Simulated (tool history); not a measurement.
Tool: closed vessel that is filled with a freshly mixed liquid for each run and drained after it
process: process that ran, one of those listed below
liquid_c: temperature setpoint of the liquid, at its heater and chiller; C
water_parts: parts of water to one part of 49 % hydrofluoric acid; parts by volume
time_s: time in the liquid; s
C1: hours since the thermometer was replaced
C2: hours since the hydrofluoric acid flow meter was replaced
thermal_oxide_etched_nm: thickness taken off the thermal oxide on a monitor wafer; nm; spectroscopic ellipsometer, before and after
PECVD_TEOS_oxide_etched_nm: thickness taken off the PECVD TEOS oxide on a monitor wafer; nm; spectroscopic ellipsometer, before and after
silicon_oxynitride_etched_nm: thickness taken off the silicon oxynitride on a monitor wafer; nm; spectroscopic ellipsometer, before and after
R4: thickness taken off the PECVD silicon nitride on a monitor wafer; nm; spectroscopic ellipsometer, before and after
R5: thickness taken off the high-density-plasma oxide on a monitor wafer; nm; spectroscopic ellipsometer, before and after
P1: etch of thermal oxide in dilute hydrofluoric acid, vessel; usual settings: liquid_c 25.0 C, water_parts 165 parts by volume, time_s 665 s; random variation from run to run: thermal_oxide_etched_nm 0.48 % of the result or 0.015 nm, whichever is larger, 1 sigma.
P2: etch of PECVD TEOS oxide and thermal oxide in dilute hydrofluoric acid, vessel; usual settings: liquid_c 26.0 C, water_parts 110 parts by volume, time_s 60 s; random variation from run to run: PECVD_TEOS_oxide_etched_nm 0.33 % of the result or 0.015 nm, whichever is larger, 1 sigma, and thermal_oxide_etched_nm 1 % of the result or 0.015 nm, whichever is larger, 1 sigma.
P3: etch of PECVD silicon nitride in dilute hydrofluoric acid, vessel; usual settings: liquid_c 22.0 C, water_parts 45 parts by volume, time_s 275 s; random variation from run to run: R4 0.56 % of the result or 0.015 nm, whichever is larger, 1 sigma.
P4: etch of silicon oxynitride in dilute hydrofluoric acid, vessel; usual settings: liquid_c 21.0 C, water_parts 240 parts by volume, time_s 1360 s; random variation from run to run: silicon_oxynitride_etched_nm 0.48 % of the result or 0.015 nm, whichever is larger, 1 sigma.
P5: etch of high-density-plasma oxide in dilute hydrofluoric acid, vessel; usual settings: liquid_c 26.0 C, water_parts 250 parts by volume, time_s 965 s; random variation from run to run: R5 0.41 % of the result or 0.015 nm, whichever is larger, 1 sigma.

{"run": 1, "hour": 2.9, "process": "P1", "liquid_c": 25.0, "water_parts": 165, "time_s": 665, "C1": 797.2, "C2": 310.4, "thermal_oxide_etched_nm": 17.676}
{"run": 2, "hour": 6.1, "process": "P2", "liquid_c": 26.0, "water_parts": 110, "time_s": 60, "C1": 800.4, "C2": 313.6, "thermal_oxide_etched_nm": 2.6969, "PECVD_TEOS_oxide_etched_nm": 8.736}
{"run": 3, "hour": 10.0, "process": "P1", "liquid_c": 29.0, "water_parts": 80, "time_s": 665, "C1": 804.3, "C2": 317.5, "thermal_oxide_etched_nm": 47.058}
{"run": 4, "hour": 12.4, "process": "P4", "liquid_c": 21.0, "water_parts": 240, "time_s": 1360, "C1": 806.7, "C2": 319.9, "silicon_oxynitride_etched_nm": 20.695}
{"run": 5, "hour": 14.9, "process": "P1", "liquid_c": 25.0, "water_parts": 270, "time_s": 380, "C1": 809.2, "C2": 322.4, "thermal_oxide_etched_nm": 5.4933}
{"run": 6, "hour": 18.6, "process": "P1", "liquid_c": 25.0, "water_parts": 165, "time_s": 665, "C1": 812.9, "C2": 326.1, "thermal_oxide_etched_nm": 17.671}
{"run": 7, "hour": 22.4, "process": "P1", "liquid_c": 25.0, "water_parts": 165, "time_s": 1090, "C1": 816.7, "C2": 329.9, "thermal_oxide_etched_nm": 28.926}
{"hour": 23.4, "done": "thermometer replaced"}
{"run": 8, "hour": 26.2, "process": "P3", "liquid_c": 22.0, "water_parts": 25, "time_s": 275, "C1": 2.8, "C2": 333.7, "R4": 28.39}
{"run": 9, "hour": 29.8, "process": "P4", "liquid_c": 21.0, "water_parts": 240, "time_s": 2085, "C1": 6.4, "C2": 337.3, "silicon_oxynitride_etched_nm": 31.724}
{"run": 10, "hour": 32.2, "process": "P1", "liquid_c": 30.5, "water_parts": 165, "time_s": 665, "C1": 8.8, "C2": 339.7, "thermal_oxide_etched_nm": 21.504}
{"run": 11, "hour": 34.6, "process": "P5", "liquid_c": 26.0, "water_parts": 250, "time_s": 30, "C1": 11.2, "C2": 342.1, "R5": 0.64979}
{"run": 12, "hour": 37.7, "process": "P1", "liquid_c": 25.0, "water_parts": 295, "time_s": 665, "C1": 14.3, "C2": 345.2, "thermal_oxide_etched_nm": 8.6723}
{"run": 13, "hour": 39.6, "process": "P5", "liquid_c": 31.5, "water_parts": 250, "time_s": 965, "C1": 16.2, "C2": 347.1, "R5": 25.592}
{"run": 14, "hour": 41.8, "process": "P2", "liquid_c": 33.0, "water_parts": 110, "time_s": 60, "C1": 18.4, "C2": 349.3, "thermal_oxide_etched_nm": 3.5513, "PECVD_TEOS_oxide_etched_nm": 11.235}
{"run": 15, "hour": 45.5, "process": "P2", "liquid_c": 26.0, "water_parts": 110, "time_s": 30, "C1": 22.1, "C2": 353.0, "thermal_oxide_etched_nm": 1.3436, "PECVD_TEOS_oxide_etched_nm": 4.329}
{"run": 16, "hour": 49.4, "process": "P4", "liquid_c": 21.0, "water_parts": 440, "time_s": 1360, "C1": 26.0, "C2": 356.9, "silicon_oxynitride_etched_nm": 10.062}
{"run": 17, "hour": 53.4, "process": "P1", "liquid_c": 25.0, "water_parts": 165, "time_s": 665, "C1": 30.0, "C2": 360.9, "thermal_oxide_etched_nm": 17.605}
{"run": 18, "hour": 57.0, "process": "P1", "liquid_c": 21.5, "water_parts": 165, "time_s": 275, "C1": 33.6, "C2": 364.5, "thermal_oxide_etched_nm": 6.3776}
{"run": 19, "hour": 60.6, "process": "P4", "liquid_c": 21.0, "water_parts": 240, "time_s": 1360, "C1": 37.2, "C2": 368.1, "silicon_oxynitride_etched_nm": 20.905}
{"run": 20, "hour": 62.8, "process": "P5", "liquid_c": 26.0, "water_parts": 250, "time_s": 965, "C1": 39.4, "C2": 370.3, "R5": 21.462}
{"run": 21, "hour": 64.9, "process": "P5", "liquid_c": 26.0, "water_parts": 130, "time_s": 965, "C1": 41.5, "C2": 372.4, "R5": 46.93}
{"run": 22, "hour": 66.9, "process": "P3", "liquid_c": 17.0, "water_parts": 45, "time_s": 275, "C1": 43.5, "C2": 374.4, "R4": 11.458}
{"run": 23, "hour": 70.5, "process": "P1", "liquid_c": 25.0, "water_parts": 165, "time_s": 665, "C1": 47.1, "C2": 378.0, "thermal_oxide_etched_nm": 17.634}
{"run": 24, "hour": 72.4, "process": "P3", "liquid_c": 22.0, "water_parts": 45, "time_s": 410, "C1": 49.0, "C2": 379.9, "R4": 24.343}
{"run": 25, "hour": 74.3, "process": "P4", "liquid_c": 17.0, "water_parts": 240, "time_s": 1360, "C1": 50.9, "C2": 381.8, "silicon_oxynitride_etched_nm": 17.316}
{"run": 26, "hour": 77.3, "process": "P3", "liquid_c": 22.0, "water_parts": 45, "time_s": 275, "C1": 53.9, "C2": 384.8, "R4": 16.166}
{"run": 27, "hour": 80.7, "process": "P2", "liquid_c": 26.0, "water_parts": 160, "time_s": 60, "C1": 57.3, "C2": 388.2, "thermal_oxide_etched_nm": 1.7925, "PECVD_TEOS_oxide_etched_nm": 5.6139}
{"run": 28, "hour": 82.9, "process": "P1", "liquid_c": 25.0, "water_parts": 80, "time_s": 665, "C1": 59.5, "C2": 390.4, "thermal_oxide_etched_nm": 40.905}
{"run": 29, "hour": 85.6, "process": "P1", "liquid_c": 25.0, "water_parts": 165, "time_s": 665, "C1": 62.2, "C2": 393.1, "thermal_oxide_etched_nm": 17.649}
{"run": 30, "hour": 88.4, "process": "P2", "liquid_c": 26.0, "water_parts": 110, "time_s": 60, "C1": 65.0, "C2": 395.9, "thermal_oxide_etched_nm": 2.6904, "PECVD_TEOS_oxide_etched_nm": 8.7438}
{"run": 31, "hour": 92.3, "process": "P1", "liquid_c": 25.0, "water_parts": 165, "time_s": 665, "C1": 68.9, "C2": 399.8, "thermal_oxide_etched_nm": 17.583}
{"run": 32, "hour": 94.6, "process": "P1", "liquid_c": 25.0, "water_parts": 165, "time_s": 180, "C1": 71.2, "C2": 402.1, "thermal_oxide_etched_nm": 4.7743}
{"run": 33, "hour": 97.0, "process": "P1", "liquid_c": 19.0, "water_parts": 165, "time_s": 665, "C1": 73.6, "C2": 404.5, "thermal_oxide_etched_nm": 14.134}
{"run": 34, "hour": 100.1, "process": "P1", "liquid_c": 25.0, "water_parts": 165, "time_s": 665, "C1": 76.7, "C2": 407.6, "thermal_oxide_etched_nm": 17.548}
{"run": 35, "hour": 102.8, "process": "P1", "liquid_c": 25.0, "water_parts": 165, "time_s": 665, "C1": 79.4, "C2": 410.3, "thermal_oxide_etched_nm": 17.926}
{"run": 36, "hour": 105.7, "process": "P1", "liquid_c": 25.0, "water_parts": 165, "time_s": 665, "C1": 82.3, "C2": 413.2, "thermal_oxide_etched_nm": 17.989}
{"run": 37, "hour": 108.0, "process": "P1", "liquid_c": 25.0, "water_parts": 165, "time_s": 665, "C1": 84.6, "C2": 415.5, "thermal_oxide_etched_nm": 18.284}
{"run": 38, "hour": 110.2, "process": "P1", "liquid_c": 25.0, "water_parts": 165, "time_s": 665, "C1": 86.8, "C2": 417.7, "thermal_oxide_etched_nm": 18.366}
{"run": 39, "hour": 113.5, "process": "P1", "liquid_c": 25.0, "water_parts": 165, "time_s": 665, "C1": 90.1, "C2": 421.0, "thermal_oxide_etched_nm": 18.513}
{"run": 40, "hour": 115.5, "process": "P1", "liquid_c": 25.0, "water_parts": 165, "time_s": 665, "C1": 92.1, "C2": 423.0, "thermal_oxide_etched_nm": 18.498}
{"run": 41, "hour": 118.4, "process": "P1", "liquid_c": 25.0, "water_parts": 165, "time_s": 665, "C1": 95.0, "C2": 425.9, "thermal_oxide_etched_nm": 18.729}
{"run": 42, "hour": 122.1, "process": "P1", "liquid_c": 25.0, "water_parts": 165, "time_s": 665, "C1": 98.7, "C2": 429.6, "thermal_oxide_etched_nm": 18.81}
{"run": 43, "hour": 125.3, "process": "P1", "liquid_c": 25.0, "water_parts": 165, "time_s": 665, "C1": 101.9, "C2": 432.8, "thermal_oxide_etched_nm": 18.601}
{"run": 44, "hour": 128.3, "process": "P1", "liquid_c": 25.0, "water_parts": 165, "time_s": 665, "C1": 104.9, "C2": 435.8, "thermal_oxide_etched_nm": 18.762}

What P1 gives has crept away from where it was. These 2 causes fit the log equally well, each at the size given:
A: liquid hotter than its thermometer reads (K) = 1.5
B: hydrofluoric acid flow above the setpoint (%) = 4.79
The creep began at about hour 100.1.

4 check runs are offered, one wafer each, their results left as question marks. Which one tells the causes apart?
{"run": "check 1", "hour": 131.3, "process": "P3", "liquid_c": 18.0, "water_parts": 25, "time_s": 275, "R4": "?"}
{"run": "check 2", "hour": 131.3, "process": "P2", "liquid_c": 26.0, "water_parts": 155, "time_s": 60, "thermal_oxide_etched_nm": "?", "PECVD_TEOS_oxide_etched_nm": "?"}
{"run": "check 3", "hour": 131.3, "process": "P5", "liquid_c": 26.0, "water_parts": 250, "time_s": 90, "R5": "?"}
{"run": "check 4", "hour": 131.3, "process": "P4", "liquid_c": 21.0, "water_parts": 330, "time_s": 1360, "silicon_oxynitride_etched_nm": "?"}

What each check would give under each cause:
check=check_1 result=R4 if_A=24.018 if_B=22.578
check=check_2 result=thermal_oxide_etched_nm if_A=1.9343 if_B=1.9338
check=check_2 result=PECVD_TEOS_oxide_etched_nm if_A=6.1848 if_B=6.1832
check=check_3 result=R5 if_A=2.09360 if_B=2.10840
check=check_4 result=silicon_oxynitride_etched_nm if_A=15.218 if_B=15.092
How far apart the two closest causes lie, in the result that separates them most: check 1 6.18 %; check 2 0.03 %; check 3 0.71 %; check 4 0.84 %
Only check 1 tells the causes apart: in the others they would give nearly the same result.

Then check 1 was run and gave: R4 23.860 nm. Which cause is it?

It is A: liquid hotter than its thermometer reads (K).
